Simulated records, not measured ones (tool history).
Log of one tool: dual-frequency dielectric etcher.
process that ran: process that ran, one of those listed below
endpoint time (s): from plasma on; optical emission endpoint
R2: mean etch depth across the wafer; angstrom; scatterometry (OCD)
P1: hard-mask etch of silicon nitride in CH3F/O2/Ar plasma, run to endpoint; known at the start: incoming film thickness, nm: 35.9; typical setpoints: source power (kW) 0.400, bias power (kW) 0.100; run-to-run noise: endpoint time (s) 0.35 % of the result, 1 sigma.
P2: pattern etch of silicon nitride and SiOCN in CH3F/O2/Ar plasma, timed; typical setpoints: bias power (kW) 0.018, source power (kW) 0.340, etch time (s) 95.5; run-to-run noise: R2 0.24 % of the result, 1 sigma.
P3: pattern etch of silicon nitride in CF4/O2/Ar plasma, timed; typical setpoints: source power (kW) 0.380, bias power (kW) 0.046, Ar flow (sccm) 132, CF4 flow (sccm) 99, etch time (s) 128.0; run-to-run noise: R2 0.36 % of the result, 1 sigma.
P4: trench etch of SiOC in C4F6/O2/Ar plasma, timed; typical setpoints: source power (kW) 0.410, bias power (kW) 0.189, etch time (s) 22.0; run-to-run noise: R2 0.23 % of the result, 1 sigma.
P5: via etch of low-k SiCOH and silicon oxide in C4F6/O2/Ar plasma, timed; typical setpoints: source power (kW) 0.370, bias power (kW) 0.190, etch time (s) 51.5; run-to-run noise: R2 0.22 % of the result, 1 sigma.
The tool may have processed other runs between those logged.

{"run": 1, "hour": 12.1, "process that ran": "P1", "source power (kW)": 0.4, "bias power (kW)": 0.1, "endpoint time (s)": 44.716}
{"run": 2, "hour": 21.4, "process that ran": "P3", "source power (kW)": 0.38, "bias power (kW)": 0.046, "Ar flow (sccm)": 132, "CF4 flow (sccm)": 79, "etch time (s)": 128.0, "R2": 1669.9}
{"run": 3, "hour": 37.0, "process that ran": "P1", "source power (kW)": 0.4, "bias power (kW)": 0.1, "endpoint time (s)": 44.951}
{"run": 4, "hour": 50.4, "process that ran": "P1", "source power (kW)": 0.4, "bias power (kW)": 0.1, "endpoint time (s)": 45.236}
{"run": 5, "hour": 58.5, "process that ran": "P5", "source power (kW)": 0.25, "bias power (kW)": 0.19, "etch time (s)": 51.5, "R2": 1150.0}
{"run": 6, "hour": 74.7, "process that ran": "P4", "source power (kW)": 0.41, "bias power (kW)": 0.155, "etch time (s)": 22.0, "R2": 448.07}
{"run": 7, "hour": 87.6, "process that ran": "P3", "source power (kW)": 0.47, "bias power (kW)": 0.046, "Ar flow (sccm)": 132, "CF4 flow (sccm)": 99, "etch time (s)": 128.0, "R2": 2062.7}
{"run": 8, "hour": 104.6, "process that ran": "P1", "source power (kW)": 0.4, "bias power (kW)": 0.1, "endpoint time (s)": 44.978}
{"run": 9, "hour": 118.1, "process that ran": "P1", "source power (kW)": 0.29, "bias power (kW)": 0.077, "endpoint time (s)": 55.934}
{"run": 10, "hour": 132.2, "process that ran": "P4", "source power (kW)": 0.41, "bias power (kW)": 0.189, "etch time (s)": 22.0, "R2": 479.34}
{"run": 11, "hour": 144.0, "process that ran": "P1", "source power (kW)": 0.29, "bias power (kW)": 0.066, "endpoint time (s)": 58.686}
{"run": 12, "hour": 159.8, "process that ran": "P2", "source power (kW)": 0.45, "bias power (kW)": 0.018, "etch time (s)": 95.5, "R2": 114.88}
{"run": 13, "hour": 169.2, "process that ran": "P1", "source power (kW)": 0.4, "bias power (kW)": 0.136, "endpoint time (s)": 40.028}
{"run": 14, "hour": 182.6, "process that ran": "P5", "source power (kW)": 0.37, "bias power (kW)": 0.19, "etch time (s)": 67.0, "R2": 1736.4}
{"run": 15, "hour": 195.7, "process that ran": "P2", "source power (kW)": 0.34, "bias power (kW)": 0.011, "etch time (s)": 95.5, "R2": 85.675}
{"run": 16, "hour": 210.6, "process that ran": "P3", "source power (kW)": 0.38, "bias power (kW)": 0.046, "Ar flow (sccm)": 132, "CF4 flow (sccm)": 99, "etch time (s)": 178.5, "R2": 2397.1}
{"run": 17, "hour": 223.5, "process that ran": "P4", "source power (kW)": 0.41, "bias power (kW)": 0.189, "etch time (s)": 27.5, "R2": 600.41}
{"run": 18, "hour": 232.4, "process that ran": "P3", "source power (kW)": 0.38, "bias power (kW)": 0.046, "Ar flow (sccm)": 132, "CF4 flow (sccm)": 99, "etch time (s)": 128.0, "R2": 1718.4}
{"run": 19, "hour": 249.4, "process that ran": "P5", "source power (kW)": 0.37, "bias power (kW)": 0.19, "etch time (s)": 51.5, "R2": 1335.4}
{"run": 20, "hour": 258.5, "process that ran": "P2", "source power (kW)": 0.34, "bias power (kW)": 0.018, "etch time (s)": 95.5, "R2": 104.23}
{"run": 21, "hour": 270.9, "process that ran": "P3", "source power (kW)": 0.38, "bias power (kW)": 0.046, "Ar flow (sccm)": 172, "CF4 flow (sccm)": 99, "etch time (s)": 128.0, "R2": 1661.3}
{"run": 22, "hour": 282.5, "process that ran": "P1", "source power (kW)": 0.4, "bias power (kW)": 0.1, "endpoint time (s)": 45.079}
{"run": 23, "hour": 294.7, "process that ran": "P1", "source power (kW)": 0.3, "bias power (kW)": 0.1, "endpoint time (s)": 50.243}
{"run": 24, "hour": 310.2, "process that ran": "P1", "source power (kW)": 0.26, "bias power (kW)": 0.125, "endpoint time (s)": 48.699}
{"run": 25, "hour": 322.8, "process that ran": "P1", "source power (kW)": 0.53, "bias power (kW)": 0.1, "endpoint time (s)": 40.622}
{"run": 26, "hour": 332.0, "process that ran": "P3", "source power (kW)": 0.38, "bias power (kW)": 0.035, "Ar flow (sccm)": 132, "CF4 flow (sccm)": 99, "etch time (s)": 128.0, "R2": 1555.0}
{"run": 27, "hour": 343.7, "process that ran": "P1", "source power (kW)": 0.4, "bias power (kW)": 0.1, "endpoint time (s)": 45.223}
{"run": 28, "hour": 355.4, "process that ran": "P2", "source power (kW)": 0.34, "bias power (kW)": 0.018, "etch time (s)": 58.0, "R2": 63.246}
{"run": 29, "hour": 371.8, "process that ran": "P1", "source power (kW)": 0.4, "bias power (kW)": 0.06, "endpoint time (s)": 53.748}
{"hour": 376.7, "done": "bias power generator calibrated"}
{"run": 30, "hour": 385.3, "process that ran": "P4", "source power (kW)": 0.34, "bias power (kW)": 0.189, "etch time (s)": 22.0, "R2": 446.53}
{"run": 31, "hour": 393.7, "process that ran": "P2", "source power (kW)": 0.34, "bias power (kW)": 0.018, "etch time (s)": 95.5, "R2": 104.79}
{"run": 32, "hour": 408.0, "process that ran": "P5", "source power (kW)": 0.37, "bias power (kW)": 0.154, "etch time (s)": 51.5, "R2": 1248.8}
{"run": 33, "hour": 425.0, "process that ran": "P1", "source power (kW)": 0.4, "bias power (kW)": 0.1, "endpoint time (s)": 45.114}
{"run": 34, "hour": 440.1, "process that ran": "P1", "source power (kW)": 0.4, "bias power (kW)": 0.1, "endpoint time (s)": 45.56}
{"run": 35, "hour": 448.5, "process that ran": "P1", "source power (kW)": 0.4, "bias power (kW)": 0.1, "endpoint time (s)": 45.773}
{"hour": 450.8, "done": "wet clean of the chamber"}
{"run": 36, "hour": 463.1, "process that ran": "P1", "source power (kW)": 0.4, "bias power (kW)": 0.1, "endpoint time (s)": 45.949}
{"run": 37, "hour": 472.9, "process that ran": "P1", "source power (kW)": 0.4, "bias power (kW)": 0.1, "endpoint time (s)": 45.869}
{"run": 38, "hour": 483.4, "process that ran": "P1", "source power (kW)": 0.4, "bias power (kW)": 0.1, "endpoint time (s)": 46.15}
{"run": 39, "hour": 493.9, "process that ran": "P1", "source power (kW)": 0.4, "bias power (kW)": 0.1, "endpoint time (s)": 46.064}

Compared with where it was, what P1 gives has crept away. Each cause listed below fits the log as well as the rest, at the size given for it:
A: source power that arrives under what is set, % = 4.75
B: bias power that arrives under what is set, % = 4.84
The drift started at roughly hour 425.0.
Ruled out, with reasons:
chamber walls in a state that lowers the etch rate, %: its service at hour 450.8 followed the start of the drift and did not put the process back to its old value

4 check runs are offered, each on 2 wafers whose results are averaged, their results left as question marks. Which one tells the causes apart?
{"run": "check 1", "hour": 504.4, "process that ran": "P3", "source power (kW)": 0.38, "bias power (kW)": 0.046, "Ar flow (sccm)": 132, "CF4 flow (sccm)": 99, "etch time (s)": 128.0, "R2": "?"}
{"run": "check 2", "hour": 504.4, "process that ran": "P2", "source power (kW)": 0.34, "bias power (kW)": 0.018, "etch time (s)": 95.5, "R2": "?"}
{"run": "check 3", "hour": 504.4, "process that ran": "P4", "source power (kW)": 0.41, "bias power (kW)": 0.189, "etch time (s)": 22.0, "R2": "?"}
{"run": "check 4", "hour": 504.4, "process that ran": "P5", "source power (kW)": 0.37, "bias power (kW)": 0.19, "etch time (s)": 51.5, "R2": "?"}

Outcome of each check run for each possible cause:
check=check_1 result=R2 if_A=1649.600 if_B=1687.800
check=check_2 result=R2 if_A=102.680 if_B=102.250
check=check_3 result=R2 if_A=470.680 if_B=472.150
check=check_4 result=R2 if_A=1309.500 if_B=1313.500
Gap, in per cent, between the two causes that each check separates least, read from the result that separates them most: check 1 2.29 %; check 2 0.42 %; check 3 0.31 %; check 4 0.3 %
The other checks would show nearly matching results whichever cause is true, so check 1 is the only one that separates the causes.

Running check 1 produced the following: R2 1692.300 angstrom. Which one of the listed causes fits?

It is B: bias power that arrives under what is set, %.

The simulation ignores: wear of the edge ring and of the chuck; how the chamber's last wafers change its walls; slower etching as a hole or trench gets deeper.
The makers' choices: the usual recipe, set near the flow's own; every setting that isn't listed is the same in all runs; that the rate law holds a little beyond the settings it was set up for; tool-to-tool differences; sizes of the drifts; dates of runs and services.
